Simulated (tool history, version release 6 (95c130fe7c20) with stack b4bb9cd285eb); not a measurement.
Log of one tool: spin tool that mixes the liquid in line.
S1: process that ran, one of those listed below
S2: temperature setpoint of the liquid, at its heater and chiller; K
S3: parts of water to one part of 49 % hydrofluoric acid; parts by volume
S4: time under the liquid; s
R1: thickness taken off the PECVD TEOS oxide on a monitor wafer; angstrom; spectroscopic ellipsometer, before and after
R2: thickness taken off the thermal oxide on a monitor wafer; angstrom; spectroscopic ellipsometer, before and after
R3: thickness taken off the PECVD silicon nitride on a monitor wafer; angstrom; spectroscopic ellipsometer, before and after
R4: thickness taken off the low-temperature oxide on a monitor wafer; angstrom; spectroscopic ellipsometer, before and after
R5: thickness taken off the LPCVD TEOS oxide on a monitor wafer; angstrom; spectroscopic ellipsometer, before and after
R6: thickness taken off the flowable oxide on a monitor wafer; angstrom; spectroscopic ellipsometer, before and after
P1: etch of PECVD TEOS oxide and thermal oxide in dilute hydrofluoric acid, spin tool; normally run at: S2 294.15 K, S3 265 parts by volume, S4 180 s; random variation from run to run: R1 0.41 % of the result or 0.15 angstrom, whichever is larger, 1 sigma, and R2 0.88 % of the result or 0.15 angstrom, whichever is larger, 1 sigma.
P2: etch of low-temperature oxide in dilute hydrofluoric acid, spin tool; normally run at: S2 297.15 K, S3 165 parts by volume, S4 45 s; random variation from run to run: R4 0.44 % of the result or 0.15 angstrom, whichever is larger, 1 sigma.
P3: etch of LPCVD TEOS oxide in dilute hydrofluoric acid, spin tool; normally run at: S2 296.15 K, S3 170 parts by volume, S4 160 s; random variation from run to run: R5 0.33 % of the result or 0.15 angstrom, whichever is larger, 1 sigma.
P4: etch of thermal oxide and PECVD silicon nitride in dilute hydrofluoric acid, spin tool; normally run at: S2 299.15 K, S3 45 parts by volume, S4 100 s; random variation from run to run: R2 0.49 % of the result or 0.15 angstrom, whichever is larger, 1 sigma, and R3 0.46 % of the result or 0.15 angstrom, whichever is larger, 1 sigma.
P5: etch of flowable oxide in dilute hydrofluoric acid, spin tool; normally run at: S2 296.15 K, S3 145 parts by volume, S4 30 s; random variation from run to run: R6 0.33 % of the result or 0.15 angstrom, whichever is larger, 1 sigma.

run   hour  S1      S2   S3   S4        R1        R2       R3       R4       R5       R6
  1    9.7  P1  294.15  265  180   52.1370   25.3370
  2   18.6  P4  299.15   45  100            119.0500   60.634
  3   24.8  P1  294.15  485  180   23.6200   11.5210
  4   33.8  P2  297.15  165   75                               107.940
  5   44.3  P1  294.15  265  180   52.5090   25.1970
  6   53.0  P2  297.15  165   45                                64.816
  7   63.0  P3  299.65  170  160                                        202.480
      66.0  -- thermometer replaced
  8   73.1  P1  294.15  265   15    4.5514    2.0795
  9   82.0  P1  294.15  150  180  103.4200   49.9700
 10   87.9  P1  294.15  265  310   90.3550   44.0410
 11   95.1  P1  294.15  265  180   52.4500   25.4100
 12  104.6  P1  294.15  265  180   52.8130   24.9690
 13  111.1  P4  299.15   45  170            201.1000  103.020
 14  116.8  P2  297.15  165   45                                64.021
 15  122.3  P4  299.15   45  100            118.4600   60.673
     128.4  -- hydrofluoric acid flow meter replaced
 16  130.2  P3  296.15  170  160                                        176.420
 17  141.2  P5  296.15  145   30                                                  80.790
 18  147.1  P3  296.15  170  160                                        177.400
 19  153.7  P2  290.15  165   45                                48.906
 20  165.9  P5  296.15  145   15                                                  40.621
 21  175.7  P1  290.15  265  180   45.2050   21.6680
 22  183.1  P5  302.15  145   30                                                 101.560
 23  189.0  P5  296.15  210   30                                                  52.179
 24  196.4  P2  297.15  275   45                                34.680
 25  205.8  P1  298.15  265  180   60.5140   29.1840
 26  213.3  P3  296.15  170   65                                         71.986
 27  224.1  P1  290.15  265   95   24.0210   11.3800
 28  233.5  P4  305.15   45  100            152.2700   88.891
 29  243.7  P3  296.15  235  160                                        119.230
 30  249.6  P4  299.15   25  100            220.6400  107.330
 31  255.4  P1  294.15  265  180   51.9180   24.8770
 32  265.1  P1  294.15  265  180   51.8890   25.3470
 33  277.4  P1  294.15  265  180   54.5200   26.6450
 34  284.9  P1  294.15  265  180   54.7370   26.4500
 35  294.9  P1  294.15  265  180   55.5200   26.2690
 36  300.9  P1  294.15  265  180   55.3560   27.2160
 37  309.4  P1  294.15  265  180   55.7370   26.9990
 38  319.2  P1  294.15  265  180   56.5230   26.8460
 39  328.3  P1  294.15  265  180   55.9850   26.4140

What P1 gives has crept away from where it was. These 2 causes fit the log equally well, each at the size given:
A: hydrofluoric acid flow above the setpoint (%) = 5.45
B: liquid hotter than its thermometer reads (K) = 1.82
The creep began at about hour 265.1.

4 check runs are offered, one wafer each, their results left as question marks. Which one tells the causes apart?
check 1  337.4  P5  301.65  145   15                       ?
check 2  337.4  P3  299.15  170  160                   ?
check 3  337.4  P4  303.15   45  150       ?   ?
check 4  337.4  P2  291.65  165   45               ?

What each check would give under each cause:
  check  result      if A      if B
check 1      R6    52.991    53.174
check 2      R5   210.850   211.510
check 3      R2  221.5500  224.7800
check 3      R3   124.410   132.700
check 4      R4    55.293    55.886
How far apart the two closest causes lie, in the result that separates them most: check 1 0.34 %; check 2 0.31 %; check 3 6.45 %; check 4 1.07 %
Only check 3 tells the causes apart: in the others they would give nearly the same result.

Then check 3 was run and gave: R2 224.9800 angstrom; R3 133.630 angstrom. Which cause is it?

It is B: liquid hotter than its thermometer reads (K).
